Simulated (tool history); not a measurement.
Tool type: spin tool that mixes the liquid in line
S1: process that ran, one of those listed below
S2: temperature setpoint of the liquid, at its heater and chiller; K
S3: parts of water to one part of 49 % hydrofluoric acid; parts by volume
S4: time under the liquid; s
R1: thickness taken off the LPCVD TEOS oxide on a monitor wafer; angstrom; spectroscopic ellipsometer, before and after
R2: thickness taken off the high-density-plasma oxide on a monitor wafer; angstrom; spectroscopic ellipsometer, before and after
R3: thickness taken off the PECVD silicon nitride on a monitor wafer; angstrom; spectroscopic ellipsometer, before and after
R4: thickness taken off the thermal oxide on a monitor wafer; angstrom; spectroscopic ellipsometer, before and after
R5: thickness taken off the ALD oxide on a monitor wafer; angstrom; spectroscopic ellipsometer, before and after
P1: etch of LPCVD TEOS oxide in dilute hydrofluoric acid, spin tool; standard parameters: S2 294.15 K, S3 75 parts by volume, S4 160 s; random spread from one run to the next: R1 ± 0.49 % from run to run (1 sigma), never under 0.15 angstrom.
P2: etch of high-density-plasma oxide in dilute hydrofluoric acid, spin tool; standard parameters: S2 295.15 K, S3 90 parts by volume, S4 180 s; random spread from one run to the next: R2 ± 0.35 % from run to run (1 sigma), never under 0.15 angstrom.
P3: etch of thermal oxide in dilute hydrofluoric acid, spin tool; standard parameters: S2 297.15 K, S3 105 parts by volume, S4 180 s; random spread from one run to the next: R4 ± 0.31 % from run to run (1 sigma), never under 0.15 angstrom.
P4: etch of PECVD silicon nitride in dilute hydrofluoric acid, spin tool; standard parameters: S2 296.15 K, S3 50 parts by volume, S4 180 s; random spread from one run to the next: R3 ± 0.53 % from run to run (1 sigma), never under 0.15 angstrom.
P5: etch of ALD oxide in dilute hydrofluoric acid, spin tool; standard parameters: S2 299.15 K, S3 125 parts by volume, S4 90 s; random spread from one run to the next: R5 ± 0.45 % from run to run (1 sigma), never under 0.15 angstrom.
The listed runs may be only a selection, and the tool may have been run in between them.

run   hour  S1      S2   S3   S4       R1       R2       R3       R4      R5
  1    2.5  P1  294.15   75  160   524.26
  2    5.6  P1  290.15   75  160   442.08
  3    9.6  P2  295.15   90  180            98.876
  4   12.5  P1  294.15   75  160   527.66
  5   15.8  P2  295.15   90   65            35.775
  6   18.2  P4  296.15   50  180                    187.040
  7   22.7  P1  294.15   40  160  1030.60
  8   27.2  P1  294.15  110  160   344.67
  9   31.9  P4  296.15   20  180                    457.380
 10   34.2  P3  297.15  160  180                              46.123
 11   38.4  P1  294.15   75  160   528.39
 12   40.7  P2  295.15   55  180           169.410
 13   45.5  P5  299.15  125   90                                      84.658
 14   47.7  P4  303.65   50  180                    307.730
 15   51.3  P1  290.15   75   50   138.55
 16   54.8  P2  290.15   90  180            80.421
 17   57.4  P4  296.15   50   45                     46.479
 18   60.6  P3  297.15  105  320                             132.530
 19   64.4  P1  294.15   75   40   131.59
 20   69.1  P5  299.15  125   90                                      84.861
 21   72.0  P3  297.15  105  180                              74.306
 22   76.5  P1  294.15  130   95   169.36
 23   78.5  P1  294.15   75  160   524.07
 24   81.0  P1  298.65   75  160   629.15
 25   85.2  P1  294.15   75  160   528.66
 26   88.5  P1  294.15   75  160   524.76
 27   91.4  P5  292.65  125   90                                      65.139
 28   95.0  P1  294.15   75  240   783.79
 29   99.2  P5  299.15  170   90                                      59.328
 30  101.5  P1  294.15   75  160   529.77
 31  106.0  P3  302.15  105  180                              90.198
 32  109.2  P5  299.15  125   40                                      37.488
 33  114.1  P1  294.15   75  160   525.93
 34  117.1  P1  294.15   75  160   533.55
 35  121.5  P1  294.15   75  160   547.96
 36  124.4  P1  294.15   75  160   551.16
 37  127.1  P1  294.15   75  160   553.87

Run 38, settings as shown, results not yet in. Your forecast:
 38  131.3  P1  294.15  75  160   ?

Run 38 yielded R1 562.35 angstrom.

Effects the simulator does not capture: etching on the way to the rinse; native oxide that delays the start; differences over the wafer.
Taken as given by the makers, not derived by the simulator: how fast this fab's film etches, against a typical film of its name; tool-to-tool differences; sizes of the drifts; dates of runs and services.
